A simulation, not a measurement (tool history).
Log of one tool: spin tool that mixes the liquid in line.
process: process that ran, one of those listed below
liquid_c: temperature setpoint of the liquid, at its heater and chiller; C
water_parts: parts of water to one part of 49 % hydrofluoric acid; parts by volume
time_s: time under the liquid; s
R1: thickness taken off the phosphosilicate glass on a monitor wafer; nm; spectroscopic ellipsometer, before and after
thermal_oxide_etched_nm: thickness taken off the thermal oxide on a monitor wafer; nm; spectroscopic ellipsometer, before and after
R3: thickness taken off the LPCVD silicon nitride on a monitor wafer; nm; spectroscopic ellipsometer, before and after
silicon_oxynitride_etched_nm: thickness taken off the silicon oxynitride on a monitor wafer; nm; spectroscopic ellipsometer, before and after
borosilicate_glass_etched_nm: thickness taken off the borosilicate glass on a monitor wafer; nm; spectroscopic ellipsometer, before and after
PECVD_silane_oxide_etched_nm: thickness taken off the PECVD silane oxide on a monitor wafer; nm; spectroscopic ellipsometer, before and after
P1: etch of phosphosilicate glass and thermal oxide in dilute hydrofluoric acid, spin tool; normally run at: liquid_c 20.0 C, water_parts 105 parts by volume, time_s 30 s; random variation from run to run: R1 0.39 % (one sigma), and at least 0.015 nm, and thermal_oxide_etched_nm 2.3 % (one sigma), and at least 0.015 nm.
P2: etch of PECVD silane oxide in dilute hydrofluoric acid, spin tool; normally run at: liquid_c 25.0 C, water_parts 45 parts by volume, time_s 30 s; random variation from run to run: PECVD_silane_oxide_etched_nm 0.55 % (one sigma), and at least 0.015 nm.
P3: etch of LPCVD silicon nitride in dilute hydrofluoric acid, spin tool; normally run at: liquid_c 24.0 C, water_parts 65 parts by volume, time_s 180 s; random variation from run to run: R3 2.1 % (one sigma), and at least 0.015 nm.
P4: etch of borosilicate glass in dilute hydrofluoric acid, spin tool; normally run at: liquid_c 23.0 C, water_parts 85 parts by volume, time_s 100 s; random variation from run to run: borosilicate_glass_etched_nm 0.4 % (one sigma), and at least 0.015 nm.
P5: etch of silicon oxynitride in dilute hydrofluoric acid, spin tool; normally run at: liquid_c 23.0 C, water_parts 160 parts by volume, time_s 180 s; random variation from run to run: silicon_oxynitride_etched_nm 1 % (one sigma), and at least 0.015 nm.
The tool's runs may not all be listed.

run 1 day=0.308 | process=P1 liquid_c=20.0 water_parts=105 time_s=30 | R1=14.8510 thermal_oxide_etched_nm=1.19930
run 2 day=0.700 | process=P3 liquid_c=24.0 water_parts=65 time_s=280 | R3=1.9674
run 3 day=1.033 | process=P5 liquid_c=23.0 water_parts=285 time_s=180 | silicon_oxynitride_etched_nm=1.1398
run 4 day=1.392 | process=P1 liquid_c=20.0 water_parts=150 time_s=30 | R1=9.9322 thermal_oxide_etched_nm=0.80465
run 5 day=1.971 | process=P4 liquid_c=27.5 water_parts=85 time_s=100 | borosilicate_glass_etched_nm=46.275
run 6 day=2.400 | process=P1 liquid_c=20.0 water_parts=105 time_s=15 | R1=7.5221 thermal_oxide_etched_nm=0.60646
run 7 day=2.725 | process=P5 liquid_c=23.0 water_parts=160 time_s=310 | silicon_oxynitride_etched_nm=3.8204
run 8 day=3.212 | process=P3 liquid_c=24.0 water_parts=65 time_s=180 | R3=1.2551
run 9 day=3.821 | process=P4 liquid_c=23.0 water_parts=85 time_s=100 | borosilicate_glass_etched_nm=38.734
run 10 day=4.204 | process=P4 liquid_c=23.0 water_parts=85 time_s=100 | borosilicate_glass_etched_nm=39.014
run 11 day=4.567 | process=P1 liquid_c=20.0 water_parts=105 time_s=65 | R1=32.6690 thermal_oxide_etched_nm=2.52970
run 12 day=4.979 | process=P2 liquid_c=25.0 water_parts=45 time_s=30 | PECVD_silane_oxide_etched_nm=18.966
run 13 day=5.438 | process=P1 liquid_c=20.0 water_parts=105 time_s=30 | R1=14.8800 thermal_oxide_etched_nm=1.14850
run 14 day=6.008 | process=P2 liquid_c=32.5 water_parts=45 time_s=30 | PECVD_silane_oxide_etched_nm=25.386
run 15 day=6.450 | process=P3 liquid_c=24.0 water_parts=20 time_s=180 | R3=4.1494
run 16 day=6.750 | process=P1 liquid_c=20.0 water_parts=105 time_s=30 | R1=15.0570 thermal_oxide_etched_nm=1.14450
run 17 day=7.283 | process=P1 liquid_c=20.0 water_parts=105 time_s=30 | R1=15.0330 thermal_oxide_etched_nm=1.15760
run 18 day=7.858 | process=P1 liquid_c=23.5 water_parts=105 time_s=30 | R1=17.3820 thermal_oxide_etched_nm=1.30750
run 19 day=8.196 | process=P5 liquid_c=28.5 water_parts=160 time_s=180 | silicon_oxynitride_etched_nm=2.8499
run 20 day=8.562 | process=P1 liquid_c=20.0 water_parts=105 time_s=30 | R1=14.9190 thermal_oxide_etched_nm=1.16650
run 21 day=8.879 | process=P1 liquid_c=20.0 water_parts=180 time_s=55 | R1=14.6880 thermal_oxide_etched_nm=1.19710
run 22 day=9.162 | process=P3 liquid_c=24.0 water_parts=65 time_s=180 | R3=1.3447
run 23 day=9.704 | process=P1 liquid_c=20.0 water_parts=50 time_s=30 | R1=33.7110 thermal_oxide_etched_nm=2.63400
run 24 day=10.133 | process=P2 liquid_c=25.0 water_parts=65 time_s=30 | PECVD_silane_oxide_etched_nm=12.787
run 25 day=10.625 | process=P3 liquid_c=17.0 water_parts=65 time_s=180 | R3=0.8074
run 26 day=11.071 | process=P1 liquid_c=17.0 water_parts=105 time_s=30 | R1=13.2330 thermal_oxide_etched_nm=1.05280
run 27 day=11.517 | process=P2 liquid_c=25.0 water_parts=45 time_s=30 | PECVD_silane_oxide_etched_nm=19.025
run 28 day=11.896 | process=P5 liquid_c=23.0 water_parts=160 time_s=180 | silicon_oxynitride_etched_nm=2.1514
run 29 day=12.225 | process=P4 liquid_c=23.0 water_parts=20 time_s=100 | borosilicate_glass_etched_nm=178.990

The next listed run, before its measurement:
run 30 day=12.675 | process=P1 liquid_c=17.0 water_parts=55 time_s=30 | R1=? thermal_oxide_etched_nm=?

Run 30 gave R1 26.7730 nm, thermal_oxide_etched_nm 2.10430 nm.
